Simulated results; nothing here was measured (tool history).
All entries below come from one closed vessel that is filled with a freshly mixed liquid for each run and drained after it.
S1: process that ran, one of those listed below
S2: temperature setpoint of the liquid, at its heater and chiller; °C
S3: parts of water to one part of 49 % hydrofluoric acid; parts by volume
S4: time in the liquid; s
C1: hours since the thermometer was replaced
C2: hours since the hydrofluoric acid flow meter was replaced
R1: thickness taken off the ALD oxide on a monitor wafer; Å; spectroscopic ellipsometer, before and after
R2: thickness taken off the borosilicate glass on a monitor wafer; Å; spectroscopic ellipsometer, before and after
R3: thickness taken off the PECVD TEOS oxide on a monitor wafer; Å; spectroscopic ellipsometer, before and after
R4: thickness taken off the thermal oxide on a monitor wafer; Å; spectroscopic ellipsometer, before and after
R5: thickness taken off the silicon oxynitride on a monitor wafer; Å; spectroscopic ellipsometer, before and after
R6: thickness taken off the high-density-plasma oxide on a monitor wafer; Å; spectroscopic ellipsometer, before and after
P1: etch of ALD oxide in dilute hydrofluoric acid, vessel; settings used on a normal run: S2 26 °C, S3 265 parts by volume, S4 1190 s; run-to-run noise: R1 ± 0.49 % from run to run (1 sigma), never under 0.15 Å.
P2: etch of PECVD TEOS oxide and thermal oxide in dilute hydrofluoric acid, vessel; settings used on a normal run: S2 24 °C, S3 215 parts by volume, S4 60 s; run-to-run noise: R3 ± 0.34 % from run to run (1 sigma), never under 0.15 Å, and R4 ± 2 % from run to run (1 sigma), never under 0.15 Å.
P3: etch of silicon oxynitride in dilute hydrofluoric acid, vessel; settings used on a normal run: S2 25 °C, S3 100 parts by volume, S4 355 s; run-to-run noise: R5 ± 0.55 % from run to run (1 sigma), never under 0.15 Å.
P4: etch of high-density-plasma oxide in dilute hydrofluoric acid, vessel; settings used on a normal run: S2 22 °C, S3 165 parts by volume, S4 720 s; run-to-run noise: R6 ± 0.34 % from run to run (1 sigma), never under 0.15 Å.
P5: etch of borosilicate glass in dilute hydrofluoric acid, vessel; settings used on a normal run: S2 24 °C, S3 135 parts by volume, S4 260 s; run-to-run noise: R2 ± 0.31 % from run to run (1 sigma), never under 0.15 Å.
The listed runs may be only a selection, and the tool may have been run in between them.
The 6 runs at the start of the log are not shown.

run 7 hour=41.3 | S1=P1 S2=26 S3=265 S4=1190 | C1=143.7 C2=783.7 | R1=496.08
run 8 hour=45 | S1=P3 S2=25 S3=100 S4=715 | C1=147.4 C2=787.4 | R5=227.8
run 9 hour=50.5 | S1=P5 S2=24 S3=135 S4=260 | C1=152.9 C2=792.9 | R2=501.76
run 10 hour=55.8 | S1=P5 S2=24 S3=250 S4=260 | C1=158.2 C2=798.2 | R2=238.08
run 11 hour=59.5 | S1=P2 S2=24 S3=215 S4=85 | C1=161.9 C2=801.9 | R3=98.065 R4=15.825
run 12 hour=65.8 | S1=P1 S2=26 S3=265 S4=2165 | C1=168.2 C2=808.2 | R1=900.45
run 13 hour=71.2 | S1=P1 S2=26 S3=265 S4=1190 | C1=173.6 C2=813.6 | R1=496.14
run 14 hour=77.5 | S1=P4 S2=22 S3=255 S4=720 | C1=179.9 C2=819.9 | R6=152.58
run 15 hour=83 | S1=P1 S2=26 S3=450 S4=1190 | C1=185.4 C2=825.4 | R1=244.33
run 16 hour=86.5 | S1=P2 S2=24 S3=320 S4=60 | C1=188.9 C2=828.9 | R3=41.649 R4=6.7494
run 17 hour=90.3 | S1=P1 S2=26 S3=265 S4=1190 | C1=192.7 C2=832.7 | R1=498.4
run 18 hour=97.4 | S1=P3 S2=25 S3=100 S4=355 | C1=199.8 C2=839.8 | R5=112.43

Run 19 has not been measured yet. What should we expect?
run 19 hour=104.3 | S1=P4 S2=25.5 S3=165 S4=720 | C1=206.7 C2=846.7 | R6=?

{"run 19": {"R6": 296.91}}
